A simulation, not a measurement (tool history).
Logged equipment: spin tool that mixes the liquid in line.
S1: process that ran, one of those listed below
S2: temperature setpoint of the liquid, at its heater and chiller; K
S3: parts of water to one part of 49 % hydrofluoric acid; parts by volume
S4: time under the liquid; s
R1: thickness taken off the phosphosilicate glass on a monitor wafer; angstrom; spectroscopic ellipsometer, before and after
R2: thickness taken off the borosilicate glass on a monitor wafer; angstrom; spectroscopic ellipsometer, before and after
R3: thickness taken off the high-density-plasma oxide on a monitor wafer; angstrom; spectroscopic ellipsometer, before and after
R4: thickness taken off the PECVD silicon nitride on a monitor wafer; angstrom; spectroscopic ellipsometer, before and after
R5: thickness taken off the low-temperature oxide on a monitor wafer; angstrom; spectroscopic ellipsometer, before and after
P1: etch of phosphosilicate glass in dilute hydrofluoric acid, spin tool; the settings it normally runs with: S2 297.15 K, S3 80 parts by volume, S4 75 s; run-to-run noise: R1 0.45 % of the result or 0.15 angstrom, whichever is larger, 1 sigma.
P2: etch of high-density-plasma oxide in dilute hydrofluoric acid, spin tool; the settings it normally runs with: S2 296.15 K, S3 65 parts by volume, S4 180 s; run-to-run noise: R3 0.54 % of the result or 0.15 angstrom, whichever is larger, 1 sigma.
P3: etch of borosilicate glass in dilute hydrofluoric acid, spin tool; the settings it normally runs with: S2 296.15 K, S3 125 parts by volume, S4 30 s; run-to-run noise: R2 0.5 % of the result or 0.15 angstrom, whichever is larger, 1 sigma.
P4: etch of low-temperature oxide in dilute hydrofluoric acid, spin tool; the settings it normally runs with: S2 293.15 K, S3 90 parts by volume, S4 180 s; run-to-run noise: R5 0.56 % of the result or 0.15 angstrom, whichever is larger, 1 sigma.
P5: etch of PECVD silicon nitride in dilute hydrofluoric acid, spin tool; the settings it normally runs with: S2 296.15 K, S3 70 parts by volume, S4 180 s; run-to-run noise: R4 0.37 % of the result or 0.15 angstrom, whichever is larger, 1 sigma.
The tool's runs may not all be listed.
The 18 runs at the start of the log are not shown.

run,hour,S1,S2,S3,S4,R1,R2,R3,R4,R5
19,199.7,P1,297.15,80,75,572.26,,,,
20,210.1,P2,296.15,65,180,,,183.37,,
21,220,P1,290.15,80,75,427.17,,,,
22,228.6,P3,296.15,215,30,,30.998,,,
23,236.1,P1,301.15,80,75,672.21,,,,
24,248.1,P2,301.15,65,180,,,224.32,,
25,259.6,P1,297.15,40,75,1205.3,,,,
26,272.5,P1,297.15,80,75,571.54,,,,
27,278.9,P2,296.15,65,270,,,274.4,,
28,285.7,P1,297.15,20,120,3944.7,,,,
29,293.8,P1,297.15,80,125,953.53,,,,

Run 30 is up next; what results do you expect?
30,307.2,P1,297.15,135,75,?,,,,

{"run 30": {"R1": 318.67}}
